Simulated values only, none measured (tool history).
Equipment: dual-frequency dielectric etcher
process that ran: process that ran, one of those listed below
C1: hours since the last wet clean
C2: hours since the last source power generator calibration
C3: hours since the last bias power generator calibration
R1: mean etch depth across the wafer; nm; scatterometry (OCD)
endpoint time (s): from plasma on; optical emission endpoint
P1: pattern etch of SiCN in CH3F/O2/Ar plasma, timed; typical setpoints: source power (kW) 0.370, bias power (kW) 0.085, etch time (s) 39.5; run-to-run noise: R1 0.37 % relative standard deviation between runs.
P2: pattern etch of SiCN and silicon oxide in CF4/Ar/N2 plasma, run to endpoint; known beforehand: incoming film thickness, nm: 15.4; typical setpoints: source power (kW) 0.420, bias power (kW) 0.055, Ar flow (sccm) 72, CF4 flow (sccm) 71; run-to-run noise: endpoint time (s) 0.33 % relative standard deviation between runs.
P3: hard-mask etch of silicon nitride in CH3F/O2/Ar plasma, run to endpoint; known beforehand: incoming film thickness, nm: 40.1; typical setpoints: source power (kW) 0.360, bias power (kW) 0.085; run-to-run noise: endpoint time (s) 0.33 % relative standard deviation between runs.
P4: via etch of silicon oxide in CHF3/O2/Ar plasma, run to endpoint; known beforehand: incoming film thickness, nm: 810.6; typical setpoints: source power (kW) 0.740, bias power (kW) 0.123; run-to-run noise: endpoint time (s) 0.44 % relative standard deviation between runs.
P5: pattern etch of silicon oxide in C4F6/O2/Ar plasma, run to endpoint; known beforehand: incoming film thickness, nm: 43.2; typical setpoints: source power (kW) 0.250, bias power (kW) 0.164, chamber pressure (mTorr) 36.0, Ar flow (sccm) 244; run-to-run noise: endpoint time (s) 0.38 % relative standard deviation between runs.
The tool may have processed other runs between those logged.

Run 1, hour 7.5: process that ran P1, source power (kW) 0.370, bias power (kW) 0.085, etch time (s) 39.5; C1 73.7; C2 1229.6; C3 579.3. Result: R1 15.3200 nm.
Run 2, hour 17.3: process that ran P1, source power (kW) 0.370, bias power (kW) 0.085, etch time (s) 39.5; C1 83.5; C2 1239.4; C3 589.1. Result: R1 15.3040 nm.
Run 3, hour 25.5: process that ran P4, source power (kW) 0.460, bias power (kW) 0.123; C1 91.7; C2 1247.6; C3 597.3. Result: endpoint time (s) 507.480.
Run 4, hour 36.2: process that ran P5, source power (kW) 0.250, bias power (kW) 0.164, chamber pressure (mTorr) 46.5, Ar flow (sccm) 244; C1 102.4; C2 1258.3; C3 608.0. Result: endpoint time (s) 17.066.
Run 5, hour 44.1: process that ran P1, source power (kW) 0.370, bias power (kW) 0.055, etch time (s) 21.5; C1 110.3; C2 1266.2; C3 615.9. Result: R1 7.1759 nm.
Run 6, hour 53.0: process that ran P1, source power (kW) 0.300, bias power (kW) 0.085, etch time (s) 28.0; C1 119.2; C2 1275.1; C3 624.8. Result: R1 10.0480 nm.
Run 7, hour 61.6: process that ran P5, source power (kW) 0.250, bias power (kW) 0.215, chamber pressure (mTorr) 36.0, Ar flow (sccm) 244; C1 127.8; C2 1283.7; C3 633.4. Result: endpoint time (s) 15.052.
Run 8, hour 70.9: process that ran P2, source power (kW) 0.420, bias power (kW) 0.055, Ar flow (sccm) 72, CF4 flow (sccm) 71; C1 137.1; C2 1293.0; C3 642.7. Result: endpoint time (s) 20.194.
Run 9, hour 79.8: process that ran P1, source power (kW) 0.370, bias power (kW) 0.059, etch time (s) 39.5; C1 146.0; C2 1301.9; C3 651.6. Result: R1 13.4800 nm.
Run 10, hour 84.9: process that ran P1, source power (kW) 0.370, bias power (kW) 0.085, etch time (s) 39.5; C1 151.1; C2 1307.0; C3 656.7. Result: R1 15.2880 nm.
Run 11, hour 90.0: process that ran P3, source power (kW) 0.500, bias power (kW) 0.085; C1 156.2; C2 1312.1; C3 661.8. Result: endpoint time (s) 49.285.
Run 12, hour 96.9: process that ran P2, source power (kW) 0.420, bias power (kW) 0.069, Ar flow (sccm) 72, CF4 flow (sccm) 71; C1 163.1; C2 1319.0; C3 668.7. Result: endpoint time (s) 18.753.
Run 13, hour 105.1: process that ran P2, source power (kW) 0.420, bias power (kW) 0.055, Ar flow (sccm) 72, CF4 flow (sccm) 57; C1 171.3; C2 1327.2; C3 676.9. Result: endpoint time (s) 20.651.
Run 14, hour 113.9: process that ran P1, source power (kW) 0.370, bias power (kW) 0.117, etch time (s) 39.5; C1 180.1; C2 1336.0; C3 685.7. Result: R1 17.2810 nm.
Run 15, hour 121.4: process that ran P4, source power (kW) 0.740, bias power (kW) 0.123; C1 187.6; C2 1343.5; C3 693.2. Result: endpoint time (s) 422.020.
Run 16, hour 129.3: process that ran P3, source power (kW) 0.360, bias power (kW) 0.109; C1 195.5; C2 1351.4; C3 701.1. Result: endpoint time (s) 51.124.
Run 17, hour 137.8: process that ran P1, source power (kW) 0.370, bias power (kW) 0.085, etch time (s) 39.5; C1 204.0; C2 1359.9; C3 709.6. Result: R1 15.3310 nm.
Run 18, hour 144.2: process that ran P5, source power (kW) 0.250, bias power (kW) 0.164, chamber pressure (mTorr) 36.0, Ar flow (sccm) 322; C1 210.4; C2 1366.3; C3 716.0. Result: endpoint time (s) 16.826.
Run 19, hour 153.3: process that ran P1, source power (kW) 0.370, bias power (kW) 0.085, etch time (s) 59.0; C1 219.5; C2 1375.4; C3 725.1. Result: R1 22.8770 nm.
Run 20, hour 161.7: process that ran P1, source power (kW) 0.370, bias power (kW) 0.107, etch time (s) 21.5; C1 227.9; C2 1383.8; C3 733.5. Result: R1 9.0276 nm.
Run 21, hour 170.0: process that ran P2, source power (kW) 0.500, bias power (kW) 0.055, Ar flow (sccm) 72, CF4 flow (sccm) 71; C1 236.2; C2 1392.1; C3 741.8. Result: endpoint time (s) 17.203.
Run 22, hour 177.6: process that ran P5, source power (kW) 0.250, bias power (kW) 0.164, chamber pressure (mTorr) 36.0, Ar flow (sccm) 244; C1 243.8; C2 1399.7; C3 749.4. Result: endpoint time (s) 16.245.
Run 23, hour 187.3: process that ran P2, source power (kW) 0.420, bias power (kW) 0.055, Ar flow (sccm) 72, CF4 flow (sccm) 71; C1 253.5; C2 1409.4; C3 759.1. Result: endpoint time (s) 20.057.
Run 24, hour 197.0: process that ran P2, source power (kW) 0.420, bias power (kW) 0.055, Ar flow (sccm) 56, CF4 flow (sccm) 71; C1 263.2; C2 1419.1; C3 768.8. Result: endpoint time (s) 19.358.
Run 25, hour 207.9: process that ran P5, source power (kW) 0.330, bias power (kW) 0.164, chamber pressure (mTorr) 36.0, Ar flow (sccm) 244; C1 274.1; C2 1430.0; C3 779.7. Result: endpoint time (s) 14.816.
Run 26, hour 217.7: process that ran P1, source power (kW) 0.370, bias power (kW) 0.085, etch time (s) 26.0; C1 283.9; C2 1439.8; C3 789.5. Result: R1 10.0330 nm.
Run 27, hour 228.3: process that ran P1, source power (kW) 0.370, bias power (kW) 0.085, etch time (s) 39.5; C1 294.5; C2 1450.4; C3 800.1. Result: R1 15.3170 nm.
Run 28, hour 234.6: process that ran P1, source power (kW) 0.370, bias power (kW) 0.085, etch time (s) 39.5; C1 300.8; C2 1456.7; C3 806.4. Result: R1 15.3400 nm.
At hour 237.0: wet clean of the chamber.
Run 29, hour 246.0: process that ran P3, source power (kW) 0.360, bias power (kW) 0.085; C1 9.0; C2 1468.1; C3 817.8. Result: endpoint time (s) 55.667.
Run 30, hour 252.2: process that ran P1, source power (kW) 0.500, bias power (kW) 0.085, etch time (s) 39.5; C1 15.2; C2 1474.3; C3 824.0. Result: R1 17.0660 nm.
Run 31, hour 257.5: process that ran P4, source power (kW) 0.740, bias power (kW) 0.079; C1 20.5; C2 1479.6; C3 829.3. Result: endpoint time (s) 478.930.
Run 32, hour 266.6: process that ran P1, source power (kW) 0.300, bias power (kW) 0.085, etch time (s) 39.5; C1 29.6; C2 1488.7; C3 838.4. Result: R1 14.1730 nm.

What will run 33 give?
Run 33, hour 273.2: process that ran P1, source power (kW) 0.370, bias power (kW) 0.085, etch time (s) 39.5; C1 36.2; C2 1495.3; C3 845.0. Result: R1 ?.

R1: 15.2510 nm
